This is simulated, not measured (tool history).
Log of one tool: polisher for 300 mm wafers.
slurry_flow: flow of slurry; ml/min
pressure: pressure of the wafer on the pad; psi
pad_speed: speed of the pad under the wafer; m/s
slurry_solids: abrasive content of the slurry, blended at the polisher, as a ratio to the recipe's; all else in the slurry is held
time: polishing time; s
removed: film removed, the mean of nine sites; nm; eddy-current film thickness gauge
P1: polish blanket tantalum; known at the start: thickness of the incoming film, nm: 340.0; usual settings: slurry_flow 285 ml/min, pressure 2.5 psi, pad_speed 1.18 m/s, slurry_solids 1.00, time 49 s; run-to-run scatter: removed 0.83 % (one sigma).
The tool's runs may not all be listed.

run	hour	slurry_flow	pressure	pad_speed	slurry_solids	time	wafers polished on this pad	hours since the slurry nozzle was cleaned	hours since the head pressure was calibrated	hours since the slurry blender was calibrated	removed
1	9.4	285	2.5	1.18	1.00	49	204	68.2	248.7	374.0	140.760
2	20.5	285	3.8	1.18	1.00	49	353	79.3	259.8	385.1	218.280
# hour 25.3: slurry nozzle cleaned
3	36.0	285	2.5	0.62	1.00	49	559	10.8	275.3	400.6	74.843
4	49.6	285	2.5	1.18	1.00	49	741	24.4	288.9	414.2	142.300
5	58.6	285	1.2	1.18	1.00	49	861	33.4	297.9	423.2	67.114
6	69.1	285	2.5	1.18	1.00	49	1001	43.9	308.4	433.7	143.780
7	76.7	170	2.5	1.18	1.00	49	1102	51.5	316.0	441.3	134.330
8	86.1	285	2.5	1.18	1.00	49	1228	60.9	325.4	450.7	141.660
9	96.2	285	2.5	1.18	1.00	31	1363	71.0	335.5	460.8	89.544
# hour 111.8: worn pad replaced by a new one
10	111.9	285	2.5	1.18	1.25	49	2	86.7	351.2	476.5	149.660
11	120.2	285	2.5	1.18	0.55	49	113	95.0	359.5	484.8	113.820
12	134.9	285	2.5	1.18	1.00	71	309	109.7	374.2	499.5	208.840
13	144.5	285	2.5	1.76	1.00	49	437	119.3	383.8	509.1	210.990
14	152.7	285	2.5	1.18	1.00	49	547	127.5	392.0	517.3	144.880
15	166.7	285	2.5	1.18	1.00	49	733	141.5	406.0	531.3	141.600
16	178.3	440	2.5	1.18	1.00	49	888	153.1	417.6	542.9	147.470
17	190.0	285	2.5	1.18	1.00	49	1044	164.8	429.3	554.6	144.250
18	197.7	285	1.8	1.18	0.65	49	1147	172.5	437.0	562.3	89.522
19	209.2	285	2.5	1.18	1.00	49	1300	184.0	448.5	573.8	143.160
20	224.1	285	2.5	1.18	1.00	49	1499	198.9	463.4	588.7	136.650
21	238.6	285	2.5	1.18	1.00	49	1693	213.4	477.9	603.2	135.340
22	249.2	285	2.5	1.18	1.00	49	1834	224.0	488.5	613.8	135.640
23	256.6	285	2.5	1.18	1.00	49	1933	231.4	495.9	621.2	132.860
24	265.9	285	2.5	1.18	1.00	49	2057	240.7	505.2	630.5	132.460
# hour 267.6: worn pad replaced by a new one
# hour 278.2: slurry nozzle cleaned
25	282.6	285	2.5	1.18	1.00	49	200	4.4	521.9	647.2	131.330
26	296.8	285	2.5	1.18	1.00	49	389	18.6	536.1	661.4	129.630
27	304.6	285	2.5	1.18	1.00	49	493	26.4	543.9	669.2	128.890
28	316.0	285	2.5	1.18	1.00	49	645	37.8	555.3	680.6	130.360
29	330.5	285	2.5	1.18	1.00	49	839	52.3	569.8	695.1	130.610

What P1 gives has crept away from where it was. These 2 causes fit the log equally well, each at the size given:
A: head's pressure below its setpoint, % = 8.76
B: abrasive missing from the slurry, % = 25.1
The creep began at about hour 209.2.
Why every other cause is out:
removal rate lost through wear of the pad, %: serviced at hour 267.6, which brought nothing back
slurry flow missing at the pad, %: serviced at hour 278.2, which brought nothing back

4 check runs are offered, each on 3 wafers whose results are averaged, their results left as question marks. Which one tells the causes apart?
check 1	345.0	170	2.5	1.18	1.00	62					?
check 2	345.0	285	1.4	1.18	1.00	65					?
check 3	345.0	285	2.5	0.78	0.60	49					?
check 4	345.0	390	2.5	1.18	1.00	49					?

What each check would give under each cause:
check	result	if A	if B
check 1	removed	154.110	154.150
check 2	removed	96.369	96.392
check 3	removed	72.031	69.616
check 4	removed	133.090	133.120
How far apart the two closest causes lie, in the result that separates them most: check 1 0.02 %; check 2 0.02 %; check 3 3.41 %; check 4 0.02 %
Check 3 tells the causes apart: in the others they would give nearly the same result.

Then check 3 was run and gave: removed 69.950 nm. Which cause is it?

It is B: abrasive missing from the slurry, %.
